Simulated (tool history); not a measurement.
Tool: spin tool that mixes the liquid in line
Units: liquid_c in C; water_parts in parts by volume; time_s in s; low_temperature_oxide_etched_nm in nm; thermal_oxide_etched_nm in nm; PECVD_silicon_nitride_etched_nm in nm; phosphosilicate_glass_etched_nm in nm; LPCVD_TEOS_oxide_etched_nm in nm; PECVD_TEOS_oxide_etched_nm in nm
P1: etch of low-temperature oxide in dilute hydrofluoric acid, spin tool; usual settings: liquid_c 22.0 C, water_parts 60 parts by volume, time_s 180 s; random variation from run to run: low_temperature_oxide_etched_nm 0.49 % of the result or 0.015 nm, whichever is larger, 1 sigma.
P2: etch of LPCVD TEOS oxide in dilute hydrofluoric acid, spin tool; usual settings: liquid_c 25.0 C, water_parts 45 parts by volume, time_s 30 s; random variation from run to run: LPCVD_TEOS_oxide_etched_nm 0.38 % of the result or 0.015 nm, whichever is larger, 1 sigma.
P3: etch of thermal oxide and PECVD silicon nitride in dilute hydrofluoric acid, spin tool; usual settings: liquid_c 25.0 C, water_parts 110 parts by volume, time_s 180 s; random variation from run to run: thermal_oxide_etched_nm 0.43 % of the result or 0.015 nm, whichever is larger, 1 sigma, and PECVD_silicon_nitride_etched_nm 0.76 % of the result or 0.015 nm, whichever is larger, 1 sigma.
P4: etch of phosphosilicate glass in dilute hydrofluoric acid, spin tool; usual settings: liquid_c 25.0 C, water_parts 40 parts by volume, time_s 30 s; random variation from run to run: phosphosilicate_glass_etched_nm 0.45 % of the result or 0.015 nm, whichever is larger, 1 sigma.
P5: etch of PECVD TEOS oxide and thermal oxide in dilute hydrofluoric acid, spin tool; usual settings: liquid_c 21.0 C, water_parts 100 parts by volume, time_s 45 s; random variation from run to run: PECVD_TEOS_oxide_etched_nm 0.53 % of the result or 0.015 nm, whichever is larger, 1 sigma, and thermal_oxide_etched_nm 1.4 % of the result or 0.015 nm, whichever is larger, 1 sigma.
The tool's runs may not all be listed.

run,day,process,liquid_c,water_parts,time_s,hours since the thermometer was replaced,hours since the hydrofluoric acid flow meter was replaced,low_temperature_oxide_etched_nm,thermal_oxide_etched_nm,PECVD_silicon_nitride_etched_nm,phosphosilicate_glass_etched_nm,LPCVD_TEOS_oxide_etched_nm,PECVD_TEOS_oxide_etched_nm
1,0.308,P1,22.0,60,180,1126.3,220.4,41.651,,,,,
2,0.604,P1,22.0,60,180,1133.4,227.5,41.789,,,,,
3,0.892,P3,25.0,175,180,1140.3,234.4,,4.47780,2.19440,,,
4,1.179,P1,22.0,60,350,1147.2,241.3,81.116,,,,,
5,1.521,P4,25.0,25,30,1155.4,249.5,,,,82.197,,
6,1.692,P2,25.0,20,30,1159.5,253.6,,,,,49.247,
7,1.979,P5,28.5,100,45,1166.4,260.5,,2.56390,,,,9.5048
8,2.267,P3,25.0,110,20,1173.3,267.4,,0.83537,0.39977,,,
9,2.479,P2,17.0,45,30,1178.4,272.5,,,,,15.138,
10,2.796,P3,25.0,110,180,1186.0,280.1,,7.66600,3.45960,,,
11,3.050,P5,21.0,100,45,1192.1,286.2,,1.94670,,,,7.0992
12,3.383,P1,22.0,60,180,1200.1,294.2,41.729,,,,,
13,3.621,P1,22.0,60,180,1205.8,299.9,41.680,,,,,
14,3.858,P4,25.0,40,30,1211.5,305.6,,,,50.224,,
15,4.033,P4,25.0,40,30,1215.7,309.8,,,,50.181,,
16,4.325,P1,22.0,60,180,1222.7,316.8,41.629,,,,,
17,4.638,P1,26.5,60,180,1230.2,324.3,50.023,,,,,
18,4.846,P1,22.0,60,85,1235.2,329.3,19.674,,,,,
19,5.162,P1,27.0,95,180,1242.8,336.9,30.730,,,,,
20,5.446,P2,25.0,45,30,1249.6,343.7,,,,,21.113,
21,5.692,P1,22.0,85,180,1255.5,349.6,28.316,,,,,
22,5.917,P4,33.5,40,30,1260.9,355.0,,,,70.642,,
23,6.192,P5,21.0,100,45,1267.5,361.6,,1.94270,,,,7.1214
24,6.438,P2,25.0,45,30,1273.4,367.5,,,,,21.185,
25,6.721,P1,18.0,60,180,1280.2,374.3,35.421,,,,,
26,6.996,P5,21.0,55,45,1286.8,380.9,,3.70770,,,,13.5890
27,7.350,P4,25.0,40,15,1295.3,389.4,,,,25.223,,
28,7.654,P1,22.0,60,180,1302.6,396.7,41.889,,,,,
29,7.817,P2,25.0,45,15,1306.5,400.6,,,,,10.565,
30,8.133,P1,22.0,60,180,1314.1,408.2,41.893,,,,,
31,8.367,P1,22.0,20,180,1319.7,413.8,132.240,,,,,
32,8.546,P3,32.5,110,180,1324.0,418.1,,10.25300,5.57800,,,
33,8.717,P5,21.0,100,85,1328.1,422.2,,3.59910,,,,13.3990
34,8.904,P1,22.0,60,180,1332.6,426.7,41.895,,,,,
35,9.083,P1,22.0,60,180,1336.9,431.0,41.982,,,,,
36,9.408,P1,22.0,60,180,1344.7,438.8,43.111,,,,,
37,9.733,P1,22.0,60,180,1352.5,446.6,43.572,,,,,
38,10.008,P1,22.0,60,180,1359.1,453.2,43.902,,,,,
39,10.358,P1,22.0,60,180,1367.5,461.6,44.115,,,,,
40,10.517,P1,22.0,60,180,1371.3,465.4,43.791,,,,,
41,10.767,P1,22.0,60,180,1377.3,471.4,44.397,,,,,
42,11.121,P1,22.0,60,180,1385.8,479.9,44.438,,,,,
43,11.462,P1,22.0,60,180,1394.0,488.1,44.321,,,,,
44,11.675,P1,22.0,60,180,1399.1,493.2,44.477,,,,,

What P1 gives has crept away from where it was. These 2 causes fit the log equally well, each at the size given:
A: liquid hotter than its thermometer reads (K) = 1.43
B: hydrofluoric acid flow above the setpoint (%) = 5.64
The creep began at about day 8.904.

4 check runs are offered, each on 3 wafers whose results are averaged, their results left as question marks. Which one tells the causes apart?
check 1,11.888,P3,25.0,110,180,,,,?,?,,,
check 2,11.888,P2,25.0,45,30,,,,,,,?,
check 3,11.888,P4,25.0,40,30,,,,,,?,,
check 4,11.888,P5,21.0,100,45,,,,?,,,,?

What each check would give under each cause:
check,result,if A,if B
check 1,thermal_oxide_etched_nm,8.14770,8.20330
check 1,PECVD_silicon_nitride_etched_nm,3.78620,3.64440
check 2,LPCVD_TEOS_oxide_etched_nm,22.405,22.401
check 3,phosphosilicate_glass_etched_nm,53.390,53.356
check 4,thermal_oxide_etched_nm,2.06350,2.07000
check 4,PECVD_TEOS_oxide_etched_nm,7.5138,7.5377
How far apart the two closest causes lie, in the result that separates them most: check 1 3.82 %; check 2 0.02 %; check 3 0.06 %; check 4 0.32 %
Check 1 tells the causes apart: in the others they would give nearly the same result.

Then check 1 was run and gave: thermal_oxide_etched_nm 8.19750 nm; PECVD_silicon_nitride_etched_nm 3.62780 nm. Which cause is it?

It is B: hydrofluoric acid flow above the setpoint (%).
